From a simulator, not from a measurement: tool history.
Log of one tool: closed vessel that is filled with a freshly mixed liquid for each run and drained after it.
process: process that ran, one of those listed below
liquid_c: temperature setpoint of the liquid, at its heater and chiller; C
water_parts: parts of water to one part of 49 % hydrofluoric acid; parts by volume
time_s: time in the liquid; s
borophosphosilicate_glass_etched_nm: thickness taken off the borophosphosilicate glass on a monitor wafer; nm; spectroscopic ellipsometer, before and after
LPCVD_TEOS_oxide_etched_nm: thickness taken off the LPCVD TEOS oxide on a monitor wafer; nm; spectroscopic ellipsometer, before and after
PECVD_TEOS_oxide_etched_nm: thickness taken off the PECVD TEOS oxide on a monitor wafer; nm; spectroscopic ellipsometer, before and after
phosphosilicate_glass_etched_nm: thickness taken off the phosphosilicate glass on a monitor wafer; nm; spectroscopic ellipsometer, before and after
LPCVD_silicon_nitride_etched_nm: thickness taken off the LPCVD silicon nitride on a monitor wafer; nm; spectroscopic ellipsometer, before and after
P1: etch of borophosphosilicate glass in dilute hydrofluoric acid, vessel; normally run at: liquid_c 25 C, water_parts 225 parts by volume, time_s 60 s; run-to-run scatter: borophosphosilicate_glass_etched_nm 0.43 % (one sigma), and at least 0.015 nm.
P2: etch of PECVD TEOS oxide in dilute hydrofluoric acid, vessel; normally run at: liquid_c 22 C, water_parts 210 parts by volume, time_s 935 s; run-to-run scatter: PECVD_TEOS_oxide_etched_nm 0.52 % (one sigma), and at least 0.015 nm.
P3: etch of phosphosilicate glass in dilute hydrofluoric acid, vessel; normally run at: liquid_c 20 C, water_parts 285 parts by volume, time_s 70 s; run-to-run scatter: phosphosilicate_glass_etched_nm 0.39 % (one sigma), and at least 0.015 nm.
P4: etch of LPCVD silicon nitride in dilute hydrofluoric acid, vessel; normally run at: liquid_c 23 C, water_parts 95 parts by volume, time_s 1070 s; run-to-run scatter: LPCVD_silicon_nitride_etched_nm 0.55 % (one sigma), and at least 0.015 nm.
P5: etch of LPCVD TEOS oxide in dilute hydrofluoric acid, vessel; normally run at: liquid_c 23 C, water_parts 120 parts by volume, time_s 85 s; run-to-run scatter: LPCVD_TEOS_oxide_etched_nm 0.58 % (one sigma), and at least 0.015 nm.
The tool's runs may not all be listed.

run	hour	process	liquid_c	water_parts	time_s	borophosphosilicate_glass_etched_nm	LPCVD_TEOS_oxide_etched_nm	PECVD_TEOS_oxide_etched_nm	phosphosilicate_glass_etched_nm	LPCVD_silicon_nitride_etched_nm
1	12.6	P1	25	225	60	10.22				
2	23	P1	25	370	60	5.3897				
3	42.1	P1	25	225	60	10.146				
4	57.5	P5	23	30	85		170.46			
5	71.6	P5	23	120	85		37.913			
6	85.9	P1	25	225	60	10.223				
7	102.1	P2	22	210	935			41.46		
8	111.8	P3	20	285	100				25.292	
9	127.6	P2	22	330	935			23.641		
10	141.8	P5	30.5	120	85		50.475			
11	155.3	P2	22	210	935			41.753		
12	163.7	P5	23	120	155		69.746			
13	173.4	P3	20	285	70				17.694	
14	188.3	P1	25	225	60	10.172				
15	206.8	P1	25	225	30	5.1297				
16	216.3	P4	23	95	1070					4.6847
17	224.7	P4	23	95	1070					4.6297
18	243.4	P2	17	210	935			34.578		
19	257	P1	25	225	110	18.728				
# hour 264.1: thermometer replaced
20	272.6	P1	25	225	60	10.267				
21	285.8	P1	18.5	225	60	8.0226				
22	302.3	P4	23	95	460					1.997
23	314.9	P5	23	120	85		37.991			
24	330.9	P4	23	25	1070					17.092
25	348	P3	17	285	70				15.808	
26	363.1	P1	25	60	60	46.805				
27	374	P1	18.5	105	60	19.272				
28	392.9	P4	17.5	95	1070					3.174
29	406.3	P3	20	475	70				9.0481	
30	415.4	P1	31	225	60	12.52				
31	429.2	P2	22	210	1355			60.099		
32	447.2	P1	25	225	60	10.233				
33	465.2	P1	25	225	60	10.592				
34	475.5	P1	25	225	60	10.763				
35	492.1	P1	25	225	60	10.844				
36	509.1	P1	25	225	60	10.958				
37	523.5	P1	25	225	60	11.012				
38	534.7	P1	25	225	60	11.004				
39	549.5	P1	25	225	60	11.086				
40	567.1	P1	25	225	60	11.058				

What P1 gives has crept away from where it was. These 2 causes fit the log equally well, each at the size given:
A: hydrofluoric acid flow above the setpoint (%) = 6.85
B: liquid hotter than its thermometer reads (K) = 2.31
The creep began at about hour 447.2.

4 check runs are offered, one wafer each, their results left as question marks. Which one tells the causes apart?
check 1	584.7	P5	29	120	85		?			
check 2	584.7	P4	20	95	1070					?
check 3	584.7	P2	17	210	935			?		
check 4	584.7	P3	17	285	95				?	

What each check would give under each cause:
check	result	if A	if B
check 1	LPCVD_TEOS_oxide_etched_nm	51.743	52.181
check 2	LPCVD_silicon_nitride_etched_nm	4.0638	4.4529
check 3	PECVD_TEOS_oxide_etched_nm	37.207	37.655
check 4	phosphosilicate_glass_etched_nm	23.304	23.424
How far apart the two closest causes lie, in the result that separates them most: check 1 0.84 %; check 2 9.14 %; check 3 1.2 %; check 4 0.51 %
Only check 2 tells the causes apart: in the others they would give nearly the same result.

Check 2 was then run and gave: LPCVD_silicon_nitride_etched_nm 4.4331 nm. Which cause is it?

It is B: liquid hotter than its thermometer reads (K).
